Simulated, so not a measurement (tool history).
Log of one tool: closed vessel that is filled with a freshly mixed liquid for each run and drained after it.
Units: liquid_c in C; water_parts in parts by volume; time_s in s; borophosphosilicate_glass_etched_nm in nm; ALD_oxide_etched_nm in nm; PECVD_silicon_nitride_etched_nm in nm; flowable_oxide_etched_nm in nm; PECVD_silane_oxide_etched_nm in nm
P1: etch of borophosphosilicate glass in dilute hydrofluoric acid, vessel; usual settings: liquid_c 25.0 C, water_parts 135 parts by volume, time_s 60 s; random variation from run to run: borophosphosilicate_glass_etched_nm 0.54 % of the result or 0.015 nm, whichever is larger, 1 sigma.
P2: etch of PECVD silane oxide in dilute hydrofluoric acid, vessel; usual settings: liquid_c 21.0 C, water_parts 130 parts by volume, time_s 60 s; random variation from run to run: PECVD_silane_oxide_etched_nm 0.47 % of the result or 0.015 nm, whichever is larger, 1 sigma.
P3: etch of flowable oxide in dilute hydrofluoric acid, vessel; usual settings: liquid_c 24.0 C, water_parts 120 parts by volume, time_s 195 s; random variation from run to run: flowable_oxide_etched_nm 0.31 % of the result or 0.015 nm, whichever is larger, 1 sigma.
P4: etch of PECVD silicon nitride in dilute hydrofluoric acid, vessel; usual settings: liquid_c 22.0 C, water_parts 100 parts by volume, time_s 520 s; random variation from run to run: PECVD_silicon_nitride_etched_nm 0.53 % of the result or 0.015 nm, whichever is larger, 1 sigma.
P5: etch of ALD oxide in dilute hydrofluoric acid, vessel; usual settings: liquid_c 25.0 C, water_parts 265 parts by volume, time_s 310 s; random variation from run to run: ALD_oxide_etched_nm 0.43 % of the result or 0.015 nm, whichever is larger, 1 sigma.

run,day,process,liquid_c,water_parts,time_s,hours since the thermometer was replaced,hours since the hydrofluoric acid flow meter was replaced,borophosphosilicate_glass_etched_nm,ALD_oxide_etched_nm,PECVD_silicon_nitride_etched_nm,flowable_oxide_etched_nm,PECVD_silane_oxide_etched_nm
1,0.362,P1,25.0,135,60,526.6,558.5,15.6250,,,,
2,0.729,P1,25.0,135,60,535.4,567.3,15.6290,,,,
# day 1.042: thermometer replaced
3,1.067,P1,32.0,180,60,0.7,575.4,14.2550,,,,
4,1.258,P5,18.0,265,310,5.3,580.0,,20.531,,,
5,1.625,P5,25.0,265,310,14.1,588.8,,26.473,,,
6,1.933,P1,25.0,135,60,21.5,596.2,15.3870,,,,
7,2.104,P4,18.0,100,520,25.6,600.3,,,9.2808,,
8,2.275,P1,30.0,135,60,29.7,604.4,18.6660,,,,
9,2.446,P1,25.0,135,60,33.8,608.5,15.5340,,,,
10,2.700,P3,24.0,40,195,39.9,614.6,,,,169.2200,
11,2.912,P3,24.0,120,195,45.0,619.7,,,,51.0050,
12,3.271,P2,21.0,130,60,53.6,628.3,,,,,20.201
13,3.629,P5,25.0,405,310,62.2,636.9,,14.977,,,
14,3.854,P2,21.0,130,30,67.6,642.3,,,,,10.189
15,4.162,P4,22.0,100,125,75.0,649.7,,,2.8894,,
16,4.483,P1,25.0,135,60,82.7,657.4,15.5920,,,,
17,4.808,P3,24.0,120,30,90.5,665.2,,,,7.8495,
18,5.046,P1,25.0,70,60,96.2,670.9,32.3400,,,,
19,5.346,P4,22.0,100,520,103.4,678.1,,,12.1520,,
20,5.575,P1,25.0,135,30,108.9,683.6,7.7528,,,,
21,5.842,P1,25.0,135,60,115.3,690.0,15.6160,,,,
22,6.154,P1,25.0,135,60,122.8,697.5,15.6670,,,,
23,6.517,P5,25.0,265,565,131.5,706.2,,48.029,,,
24,6.783,P1,25.0,135,115,137.9,712.6,29.9030,,,,
25,6.971,P1,25.0,245,60,142.4,717.1,7.6162,,,,
26,7.200,P2,21.0,190,60,147.9,722.6,,,,,13.119
27,7.562,P4,22.0,145,520,156.6,731.3,,,8.4737,,
28,7.892,P1,18.5,135,60,164.5,739.2,12.0200,,,,
29,8.162,P2,17.0,130,60,171.0,745.7,,,,,17.377
30,8.425,P3,32.0,120,195,177.3,752.0,,,,68.7730,
31,8.592,P3,24.0,120,195,181.3,756.0,,,,51.0500,
32,8.929,P5,25.0,265,310,189.4,764.1,,26.077,,,
33,9.142,P1,25.0,135,60,194.5,769.2,15.6370,,,,
34,9.396,P1,25.0,135,60,200.6,775.3,16.1740,,,,
35,9.775,P1,25.0,135,60,209.7,784.4,16.4690,,,,
36,10.092,P1,25.0,135,60,217.3,792.0,16.7380,,,,
37,10.279,P1,25.0,135,60,221.8,796.5,16.7660,,,,
38,10.508,P1,25.0,135,60,227.3,802.0,16.7450,,,,
39,10.825,P1,25.0,135,60,234.9,809.6,16.8680,,,,
40,11.196,P1,25.0,135,60,243.8,818.5,16.8520,,,,

What P1 gives has crept away from where it was. These 2 causes fit the log equally well, each at the size given:
A: liquid hotter than its thermometer reads (K) = 2.05
B: hydrofluoric acid flow above the setpoint (%) = 6.91
The creep began at about day 9.142.

4 check runs are offered, one wafer each, their results left as question marks. Which one tells the causes apart?
check 1,11.567,P4,22.0,135,285,,,,,?,,
check 2,11.567,P2,21.0,180,60,,,,,,,?
check 3,11.567,P3,32.0,120,30,,,,,,?,
check 4,11.567,P5,19.0,265,310,,,,?,,,

What each check would give under each cause:
check,result,if A,if B
check 1,PECVD_silicon_nitride_etched_nm,5.6668,5.2913
check 2,PECVD_silane_oxide_etched_nm,15.079,15.085
check 3,flowable_oxide_etched_nm,11.4100,11.4640
check 4,ALD_oxide_etched_nm,22.870,23.010
How far apart the two closest causes lie, in the result that separates them most: check 1 6.86 %; check 2 0.04 %; check 3 0.47 %; check 4 0.61 %
Check 1 tells the causes apart: in the others they would give nearly the same result.

Then check 1 was run and gave: PECVD_silicon_nitride_etched_nm 5.7048 nm. Which cause is it?

It is A: liquid hotter than its thermometer reads (K).
